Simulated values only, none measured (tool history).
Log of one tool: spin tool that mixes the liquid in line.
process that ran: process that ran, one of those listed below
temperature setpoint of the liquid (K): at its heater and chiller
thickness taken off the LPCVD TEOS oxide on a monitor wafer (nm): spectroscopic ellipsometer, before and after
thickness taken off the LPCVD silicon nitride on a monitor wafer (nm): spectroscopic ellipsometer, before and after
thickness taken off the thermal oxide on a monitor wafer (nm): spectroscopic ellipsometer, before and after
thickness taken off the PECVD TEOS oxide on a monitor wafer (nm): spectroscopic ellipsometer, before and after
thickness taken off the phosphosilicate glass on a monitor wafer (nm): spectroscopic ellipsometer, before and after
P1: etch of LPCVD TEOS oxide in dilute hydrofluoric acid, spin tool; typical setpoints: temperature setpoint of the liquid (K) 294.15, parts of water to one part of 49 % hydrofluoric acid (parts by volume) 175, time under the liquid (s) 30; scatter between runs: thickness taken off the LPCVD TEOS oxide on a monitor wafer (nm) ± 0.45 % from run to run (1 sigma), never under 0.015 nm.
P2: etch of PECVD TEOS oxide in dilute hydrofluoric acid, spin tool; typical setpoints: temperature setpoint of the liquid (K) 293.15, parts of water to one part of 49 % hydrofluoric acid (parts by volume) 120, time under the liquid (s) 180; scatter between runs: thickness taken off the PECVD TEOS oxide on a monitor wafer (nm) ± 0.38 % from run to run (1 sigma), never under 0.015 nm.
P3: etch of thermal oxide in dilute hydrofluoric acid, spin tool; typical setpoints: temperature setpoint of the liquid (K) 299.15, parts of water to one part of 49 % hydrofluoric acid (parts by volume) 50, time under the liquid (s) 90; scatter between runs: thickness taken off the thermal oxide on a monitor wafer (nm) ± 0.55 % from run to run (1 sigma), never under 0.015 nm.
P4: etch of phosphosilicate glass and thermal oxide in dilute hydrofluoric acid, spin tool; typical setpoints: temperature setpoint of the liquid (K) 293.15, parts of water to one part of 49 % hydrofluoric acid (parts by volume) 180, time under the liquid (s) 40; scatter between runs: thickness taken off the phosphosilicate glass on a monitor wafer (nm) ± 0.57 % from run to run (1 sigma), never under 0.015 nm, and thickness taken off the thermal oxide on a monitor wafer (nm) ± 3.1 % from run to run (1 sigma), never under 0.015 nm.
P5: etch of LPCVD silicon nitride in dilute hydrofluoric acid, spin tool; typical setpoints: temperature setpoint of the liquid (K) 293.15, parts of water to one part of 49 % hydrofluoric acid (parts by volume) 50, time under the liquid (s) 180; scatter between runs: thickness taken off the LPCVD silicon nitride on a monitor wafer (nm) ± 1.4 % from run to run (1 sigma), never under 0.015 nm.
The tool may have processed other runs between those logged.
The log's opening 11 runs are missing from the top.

run	day	process that ran	temperature setpoint of the liquid (K)	parts of water to one part of 49 % hydrofluoric acid (parts by volume)	time under the liquid (s)	hours since the thermometer was replaced	hours since the hydrofluoric acid flow meter was replaced	thickness taken off the LPCVD TEOS oxide on a monitor wafer (nm)	thickness taken off the LPCVD silicon nitride on a monitor wafer (nm)	thickness taken off the thermal oxide on a monitor wafer (nm)	thickness taken off the PECVD TEOS oxide on a monitor wafer (nm)	thickness taken off the phosphosilicate glass on a monitor wafer (nm)
12	3.346	P2	299.65	120	180	1012.5	298.9				24.181	
13	3.588	P3	299.15	50	20	1018.3	304.7			2.2005		
14	3.779	P5	293.15	20	180	1022.9	309.3		3.4727			
15	4.004	P1	294.15	175	50	1028.3	314.7	8.1082				
16	4.254	P3	299.15	70	90	1034.3	320.7			6.8947		
17	4.508	P1	290.15	175	30	1040.4	326.8	4.1554				
18	4.742	P1	294.15	60	30	1046	332.4	16.106				
19	5.088	P1	294.15	175	30	1054.3	340.7	4.8767				
20	5.267	P4	293.15	180	40	1058.6	345			0.80638		13.945
21	5.671	P4	293.15	45	40	1068.3	354.7			3.7644		65.926
22	6.071	P2	293.15	120	180	1077.9	364.3				18.733	
23	6.333	P1	294.15	175	30	1084.2	370.6	4.8898				
24	6.621	P4	300.65	180	40	1091.1	377.5			1.1521		18.893
25	6.946	P1	294.15	175	30	1098.9	385.3	4.8744				
26	7.15	P1	301.65	175	30	1103.8	390.2	6.5153				
27	7.446	P1	294.15	175	15	1110.9	397.3	2.4384				
28	7.742	P1	290.15	285	30	1118	404.4	2.2946				
29	8.104	P5	293.15	50	285	1126.7	413.1		2.3229			
30	8.304	P1	294.15	175	30	1131.5	417.9	4.8385				
31	8.704	P1	299.15	45	30	1141.1	427.5	26.965				
32	9.079	P1	294.15	175	30	1150.1	436.5	4.8177				
33	9.458	P1	294.15	175	30	1159.2	445.6	5.0116				
34	9.733	P1	294.15	175	30	1165.8	452.2	5.0986				
35	10.083	P1	294.15	175	30	1174.2	460.6	5.0834				
36	10.425	P1	294.15	175	30	1182.4	468.8	5.0634				

Predict the results of run 37:
37	10.688	P1	294.15	175	30	1188.7	475.1	?				

thickness taken off the LPCVD TEOS oxide on a monitor wafer (nm): 5.0915
